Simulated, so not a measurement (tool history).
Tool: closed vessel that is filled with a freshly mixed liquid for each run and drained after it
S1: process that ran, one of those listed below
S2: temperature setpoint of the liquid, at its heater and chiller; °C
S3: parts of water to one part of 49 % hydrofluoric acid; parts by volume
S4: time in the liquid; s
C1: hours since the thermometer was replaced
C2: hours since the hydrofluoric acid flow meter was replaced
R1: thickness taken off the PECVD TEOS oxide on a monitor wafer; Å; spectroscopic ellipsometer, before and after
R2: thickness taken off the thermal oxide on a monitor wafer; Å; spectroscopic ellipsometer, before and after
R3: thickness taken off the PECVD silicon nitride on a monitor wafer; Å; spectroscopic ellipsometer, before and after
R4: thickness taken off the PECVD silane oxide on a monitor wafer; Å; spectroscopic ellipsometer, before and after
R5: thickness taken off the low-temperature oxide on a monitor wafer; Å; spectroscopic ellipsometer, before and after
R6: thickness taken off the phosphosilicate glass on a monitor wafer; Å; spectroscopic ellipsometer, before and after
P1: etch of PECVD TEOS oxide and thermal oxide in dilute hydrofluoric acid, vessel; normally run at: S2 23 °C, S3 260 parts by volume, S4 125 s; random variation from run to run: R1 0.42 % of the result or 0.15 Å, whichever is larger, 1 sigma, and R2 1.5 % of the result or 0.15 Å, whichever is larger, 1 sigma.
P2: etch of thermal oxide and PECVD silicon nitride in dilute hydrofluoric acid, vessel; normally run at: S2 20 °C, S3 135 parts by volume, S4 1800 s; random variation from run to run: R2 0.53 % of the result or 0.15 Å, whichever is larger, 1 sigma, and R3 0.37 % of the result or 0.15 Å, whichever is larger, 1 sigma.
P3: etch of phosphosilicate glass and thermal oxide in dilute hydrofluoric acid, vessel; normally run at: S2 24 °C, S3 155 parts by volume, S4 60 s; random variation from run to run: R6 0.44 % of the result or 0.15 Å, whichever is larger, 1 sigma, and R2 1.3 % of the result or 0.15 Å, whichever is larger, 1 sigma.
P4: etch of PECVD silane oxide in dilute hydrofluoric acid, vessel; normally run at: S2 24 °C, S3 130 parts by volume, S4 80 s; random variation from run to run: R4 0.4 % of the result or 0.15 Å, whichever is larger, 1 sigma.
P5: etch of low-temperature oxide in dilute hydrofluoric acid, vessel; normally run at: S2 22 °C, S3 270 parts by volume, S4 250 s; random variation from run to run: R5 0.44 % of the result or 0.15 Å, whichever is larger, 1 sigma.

run,day,S1,S2,S3,S4,C1,C2,R1,R2,R3,R4,R5,R6
1,0.208,P1,23,260,125,1478.6,175,104.05,18.49,,,,
2,0.483,P2,20,195,1800,1485.2,181.6,,327.48,411.21,,,
3,0.667,P1,30,425,125,1489.6,186,68.384,11.977,,,,
4,0.825,P4,24,130,80,1493.4,189.8,,,,197.28,,
5,1.058,P1,29,260,125,1499,195.4,128.15,22.915,,,,
6,1.238,P5,22,270,375,1503.3,199.7,,,,,112.78,
7,1.396,P3,24,280,60,1507.1,203.5,,8.2926,,,,336.43
8,1.662,P1,23,435,125,1513.5,209.9,53.365,9.3599,,,,
9,1.929,P1,23,260,125,1519.9,216.3,104.39,18.435,,,,
10,2.212,P1,23,260,125,1526.7,223.1,104.16,18.577,,,,
11,2.45,P4,24,205,80,1532.4,228.8,,,,114.2,,
12,2.688,P5,17,270,250,1538.1,234.5,,,,,62.068,
13,2.942,P3,24,155,90,1544.2,240.6,,25.688,,,,1038.8
14,3.092,P4,24,130,160,1547.8,244.2,,,,393.93,,
15,3.346,P4,28.5,130,80,1553.9,250.3,,,,234.01,,
16,3.546,P1,27,65,125,1558.7,255.1,601.62,110.56,,,,
17,3.788,P1,23,260,40,1564.5,260.9,33.531,5.7427,,,,
18,4.025,P1,23,260,125,1570.2,266.6,103.76,18.134,,,,
19,4.167,P5,22,430,250,1573.6,270,,,,,40.923,
20,4.367,P3,24,155,60,1578.4,274.8,,17.309,,,,690.25
21,4.612,P2,27.5,135,1800,1584.3,280.7,,666.48,962.31,,,
22,4.812,P2,20,135,3025,1589.1,285.5,,838.96,1000.8,,,
23,4.942,P5,22,270,250,1592.2,288.6,,,,,75.002,
24,5.221,P1,23,260,195,1598.9,295.3,163.73,28.716,,,,
25,5.475,P2,20,135,1800,1605,301.4,,500.49,594.24,,,
26,5.646,P1,23,50,125,1609.1,305.5,684.13,118.91,,,,
27,5.867,P1,19,260,125,1614.4,310.8,89.916,16.044,,,,
28,6.042,P1,23,260,125,1618.6,315,104.01,17.987,,,,
29,6.196,P3,32,155,60,1622.3,318.7,,23.205,,,,923.83
30,6.45,P3,24,155,60,1628.4,324.8,,17.272,,,,687.86
31,6.662,P1,23,260,125,1633.5,329.9,104.88,18.563,,,,
32,6.846,P1,23,260,125,1637.9,334.3,102.7,17.936,,,,
33,7.042,P1,23,260,125,1642.6,339,100.88,17.46,,,,
34,7.233,P1,23,260,125,1647.2,343.6,99.762,18.032,,,,
35,7.412,P1,23,260,125,1651.5,347.9,98.819,17.045,,,,
36,7.567,P1,23,260,125,1655.2,351.6,98.94,17.396,,,,
37,7.754,P1,23,260,125,1659.7,356.1,98.433,17.181,,,,
38,7.929,P1,23,260,125,1663.9,360.3,97.865,17.454,,,,
39,8.133,P1,23,260,125,1668.8,365.2,98.785,17.448,,,,
40,8.379,P1,23,260,125,1674.7,371.1,98.064,17.358,,,,
41,8.521,P1,23,260,125,1678.1,374.5,98.155,17.427,,,,

What P1 gives has crept away from where it was. These 2 causes fit the log equally well, each at the size given:
A: liquid colder than its thermometer reads (K) = 1.61
B: hydrofluoric acid flow below the setpoint (%) = 4.51
The creep began at about day 6.662.

4 check runs are offered, one wafer each, their results left as question marks. Which one tells the causes apart?
check 1,8.662,P4,24,130,80,,,,,,?,,
check 2,8.662,P3,24,155,60,,,,?,,,,?
check 3,8.662,P5,22,270,250,,,,,,,?,
check 4,8.662,P2,20,135,1800,,,,?,?,,,

What each check would give under each cause:
check,result,if A,if B
check 1,R4,184.28,186.05
check 2,R2,16.323,16.444
check 2,R6,650.39,655.24
check 3,R5,70.899,70.943
check 4,R2,469.3,475.08
check 4,R3,531.03,566.06
How far apart the two closest causes lie, in the result that separates them most: check 1 0.96 %; check 2 0.74 %; check 3 0.06 %; check 4 6.39 %
Only check 4 tells the causes apart: in the others they would give nearly the same result.

Check 4 was then run and gave: R2 470.54 Å; R3 531.68 Å. Which cause is it?

It is A: liquid colder than its thermometer reads (K).
